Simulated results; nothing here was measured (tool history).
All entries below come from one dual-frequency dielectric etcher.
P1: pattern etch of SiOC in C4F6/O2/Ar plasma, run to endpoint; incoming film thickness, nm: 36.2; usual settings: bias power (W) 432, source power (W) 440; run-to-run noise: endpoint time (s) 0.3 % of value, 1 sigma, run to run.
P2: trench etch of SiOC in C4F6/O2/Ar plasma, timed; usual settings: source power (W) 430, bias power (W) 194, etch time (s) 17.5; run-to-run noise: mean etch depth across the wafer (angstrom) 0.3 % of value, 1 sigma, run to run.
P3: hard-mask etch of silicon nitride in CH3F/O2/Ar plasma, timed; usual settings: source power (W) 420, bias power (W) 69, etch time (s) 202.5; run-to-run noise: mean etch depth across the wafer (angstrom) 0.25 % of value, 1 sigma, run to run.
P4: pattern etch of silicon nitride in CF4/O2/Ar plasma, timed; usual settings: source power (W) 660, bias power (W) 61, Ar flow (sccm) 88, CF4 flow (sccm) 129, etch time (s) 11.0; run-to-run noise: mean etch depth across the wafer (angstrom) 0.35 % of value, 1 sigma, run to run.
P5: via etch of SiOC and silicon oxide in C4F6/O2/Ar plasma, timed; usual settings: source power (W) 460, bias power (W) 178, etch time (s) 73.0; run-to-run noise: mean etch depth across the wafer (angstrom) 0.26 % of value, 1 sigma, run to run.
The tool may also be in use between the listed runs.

run   hour  process that ran  bias power (W)  source power (W)  Ar flow (sccm)  CF4 flow (sccm)  etch time (s)  hours since the last wet clean  hours since the last bias power generator calibration  hours since the last source power generator calibration  endpoint time (s)  mean etch depth across the wafer (angstrom)
  1   14.1                P1             432               440                                                                           263.9                                                 1216.3                                                   1480.9             12.323
  2   24.9                P4              61               660              88              129           11.0                           274.7                                                 1227.1                                                   1491.7                                                          298.45
  3   36.7                P2             194               590                                            17.5                           286.5                                                 1238.9                                                   1503.5                                                          422.52
  4   43.6                P5             178               460                                            73.0                           293.4                                                 1245.8                                                   1510.4                                                          900.44
  5   58.8                P3              69               420                                           156.5                           308.6                                                 1261.0                                                   1525.6                                                         1104.10
  6   69.0                P1             432               270                                                                           318.8                                                 1271.2                                                   1535.8             14.800
  7   79.2                P2             194               430                                            17.5                           329.0                                                 1281.4                                                   1546.0                                                          370.45
  8   88.4                P1             432               440                                                                           338.2                                                 1290.6                                                   1555.2             12.368
  9   97.2                P3              69               420                                           202.5                           347.0                                                 1299.4                                                   1564.0                                                         1429.00
 10  109.6                P4              61               660              88              169           11.0                           359.4                                                 1311.8                                                   1576.4                                                          304.83
 11  118.4                P5             178               310                                            73.0                           368.2                                                 1320.6                                                   1585.2                                                          774.71
 12  125.8                P1             432               590                                                                           375.6                                                 1328.0                                                   1592.6             11.065
 13  137.2                P5             178               460                                            42.5                           387.0                                                 1339.4                                                   1604.0                                                          525.33
 14  150.6                P5             236               460                                            73.0                           400.4                                                 1352.8                                                   1617.4                                                          993.97
 15  158.5                P1             432               440                                                                           408.3                                                 1360.7                                                   1625.3             12.301
 16  167.4                P1             265               310                                                                           417.2                                                 1369.6                                                   1634.2             16.773
 17  181.0                P3              87               420                                           202.5                           430.8                                                 1383.2                                                   1647.8                                                         1551.10
 18  195.2                P2             129               430                                            17.5                           445.0                                                 1397.4                                                   1662.0                                                          328.31
 19  209.5                P4              46               660              88              129           11.0                           459.3                                                 1411.7                                                   1676.3                                                          269.67
     220.2  -- source power generator calibrated
 20  224.9                P1             590               440                                                                           474.7                                                 1427.1                                                      4.7             11.064
 21  234.3                P1             265               440                                                                           484.1                                                 1436.5                                                     14.1             14.650
 22  245.6                P4              61               790              88              129           11.0                           495.4                                                 1447.8                                                     25.4                                                          350.86
 23  259.1                P1             432               440                                                                           508.9                                                 1461.3                                                     38.9             12.354
 24  267.2                P4              61               660             123              129           11.0                           517.0                                                 1469.4                                                     47.0                                                          287.83
 25  274.2                P1             597               360                                                                           524.0                                                 1476.4                                                     54.0             11.756
 26  285.6                P3              69               270                                           202.5                           535.4                                                 1487.8                                                     65.4                                                         1212.20
 27  292.9                P2             194               430                                            22.5                           542.7                                                 1495.1                                                     72.7                                                          476.66
 28  300.6                P4              61               660              88              129           11.0                           550.4                                                 1502.8                                                     80.4                                                          298.42
 29  312.5                P4              61               660              88              129            7.5                           562.3                                                 1514.7                                                     92.3                                                          202.84
 30  322.6                P3              69               420                                           202.5                           572.4                                                 1524.8                                                    102.4                                                         1433.90
 31  332.2                P1             432               440                                                                           582.0                                                 1534.4                                                    112.0             12.303
 32  340.2                P1             432               440                                                                           590.0                                                 1542.4                                                    120.0             12.434
 33  355.1                P1             432               440                                                                           604.9                                                 1557.3                                                    134.9             12.527
 34  369.6                P1             432               440                                                                           619.4                                                 1571.8                                                    149.4             12.543
     370.7  -- wet clean of the chamber
 35  384.1                P1             432               440                                                                            13.5                                                 1586.3                                                    163.9             12.667
 36  390.8                P1             432               440                                                                            20.2                                                 1593.0                                                    170.6             12.509
 37  398.0                P1             432               440                                                                            27.4                                                 1600.2                                                    177.8             12.550
 38  405.1                P1             432               440                                                                            34.5                                                 1607.3                                                    184.9             12.615

Something has made what P1 gives creep away from where it was; the 2 causes below, each at its own stated size, fit the log equally well:
A: bias power that arrives under what is set, % = 4.09
B: source power that arrives under what is set, % = 3.99
The drift started at roughly hour 332.2.
What rules out each remaining cause:
chamber walls in a state that lowers the etch rate, %: serviced at hour 370.7, which brought nothing back

The 4 check runs listed below each average the results of 2 wafers, and their outcomes are marked with question marks. Under which run would the listed causes produce clearly different results?
check 1  412.2                P3              69               420                                           202.5                                                                                                                                                                                                               ?
check 2  412.2                P2             194               430                                            17.5                                                                                                                                                                                                               ?
check 3  412.2                P5             178               460                                            73.0                                                                                                                                                                                                               ?
check 4  412.2                P4              61               660              88              129           11.0                                                                                                                                                                                                               ?

What every check run would give for each of its results, assuming each possible cause in turn:
  check                                       result     if A     if B
check 1  mean etch depth across the wafer (angstrom)  1410.70  1408.70
check 2  mean etch depth across the wafer (angstrom)   367.82   366.91
check 3  mean etch depth across the wafer (angstrom)   890.18   887.86
check 4  mean etch depth across the wafer (angstrom)   293.40   287.48
Per check, the gap between the least separated pair of causes, taken in the result that splits them most: check 1 0.14 %; check 2 0.25 %; check 3 0.26 %; check 4 2.04 %
The other checks would show nearly matching results whichever cause is true, so check 4 is the only one that separates the causes.

Check 4 was then run and gave: mean etch depth across the wafer (angstrom) 292.86. Which cause is it?

It was cause A: bias power that arrives under what is set, %.
